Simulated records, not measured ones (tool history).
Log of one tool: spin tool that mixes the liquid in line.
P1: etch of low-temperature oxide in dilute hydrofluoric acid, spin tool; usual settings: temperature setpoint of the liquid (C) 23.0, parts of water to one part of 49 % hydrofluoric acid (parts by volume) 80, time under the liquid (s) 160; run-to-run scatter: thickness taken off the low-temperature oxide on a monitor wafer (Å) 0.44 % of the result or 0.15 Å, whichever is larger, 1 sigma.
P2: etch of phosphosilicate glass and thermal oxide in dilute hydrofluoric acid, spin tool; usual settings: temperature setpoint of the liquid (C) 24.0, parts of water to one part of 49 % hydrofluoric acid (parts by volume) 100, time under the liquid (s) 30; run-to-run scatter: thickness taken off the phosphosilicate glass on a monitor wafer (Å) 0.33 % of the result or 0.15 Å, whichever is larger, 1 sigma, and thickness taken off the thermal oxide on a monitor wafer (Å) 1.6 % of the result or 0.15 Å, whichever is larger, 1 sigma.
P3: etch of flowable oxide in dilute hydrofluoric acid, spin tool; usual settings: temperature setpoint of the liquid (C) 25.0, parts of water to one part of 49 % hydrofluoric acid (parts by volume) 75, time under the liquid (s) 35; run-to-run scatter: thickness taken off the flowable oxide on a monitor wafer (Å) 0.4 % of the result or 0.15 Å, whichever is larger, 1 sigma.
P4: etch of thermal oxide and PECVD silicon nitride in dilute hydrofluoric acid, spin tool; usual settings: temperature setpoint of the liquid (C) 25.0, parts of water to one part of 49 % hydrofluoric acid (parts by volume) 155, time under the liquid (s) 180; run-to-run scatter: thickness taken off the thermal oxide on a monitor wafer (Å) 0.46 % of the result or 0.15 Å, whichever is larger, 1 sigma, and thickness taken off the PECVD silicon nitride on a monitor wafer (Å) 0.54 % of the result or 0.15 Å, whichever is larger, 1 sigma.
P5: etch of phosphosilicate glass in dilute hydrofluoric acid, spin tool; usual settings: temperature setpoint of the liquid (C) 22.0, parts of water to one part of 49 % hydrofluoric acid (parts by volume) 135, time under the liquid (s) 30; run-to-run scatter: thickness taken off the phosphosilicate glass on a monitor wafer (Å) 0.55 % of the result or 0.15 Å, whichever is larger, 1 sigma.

run,hour,process that ran,temperature setpoint of the liquid (C),parts of water to one part of 49 % hydrofluoric acid (parts by volume),time under the liquid (s),thickness taken off the low-temperature oxide on a monitor wafer (Å),thickness taken off the phosphosilicate glass on a monitor wafer (Å),thickness taken off the thermal oxide on a monitor wafer (Å),thickness taken off the PECVD silicon nitride on a monitor wafer (Å),thickness taken off the flowable oxide on a monitor wafer (Å)
1,12.7,P1,23.0,80,160,227.270,,,,
2,25.0,P2,24.0,100,55,,825.750,27.666,,
3,34.6,P1,23.0,80,160,228.790,,,,
4,42.5,P4,25.0,155,180,,,51.999,65.763,
5,54.2,P1,23.0,80,160,228.810,,,,
6,64.0,P5,27.5,135,30,,242.090,,,
7,76.2,P1,23.0,80,160,228.790,,,,
8,85.7,P5,22.0,135,15,,98.545,,,
9,93.3,P2,24.0,100,30,,453.240,15.061,,
10,103.8,P2,17.0,100,30,,339.500,11.453,,
11,116.2,P1,17.0,80,160,176.040,,,,
12,126.7,P5,22.0,135,30,,196.420,,,
13,138.7,P3,25.0,75,35,,,,,215.320
14,145.1,P4,21.0,155,180,,,44.934,50.926,
15,150.7,P4,25.0,285,180,,,24.574,36.149,
16,161.3,P1,23.0,45,235,624.120,,,,
17,168.2,P2,24.0,165,30,,255.830,8.508,,
18,179.3,P3,25.0,140,35,,,,,106.470
19,185.2,P1,23.0,110,160,159.040,,,,
20,196.0,P1,30.0,80,160,300.180,,,,
21,203.3,P1,23.0,80,15,21.624,,,,
22,212.0,P5,22.0,85,30,,332.860,,,
23,219.5,P4,25.0,155,285,,,82.769,105.140,
24,229.1,P3,25.0,75,15,,,,,92.844
25,235.9,P1,23.0,80,310,441.790,,,,

Forecast run 26:
26,245.2,P1,23.0,80,160,?,,,,

thickness taken off the low-temperature oxide on a monitor wafer (Å): 228.150
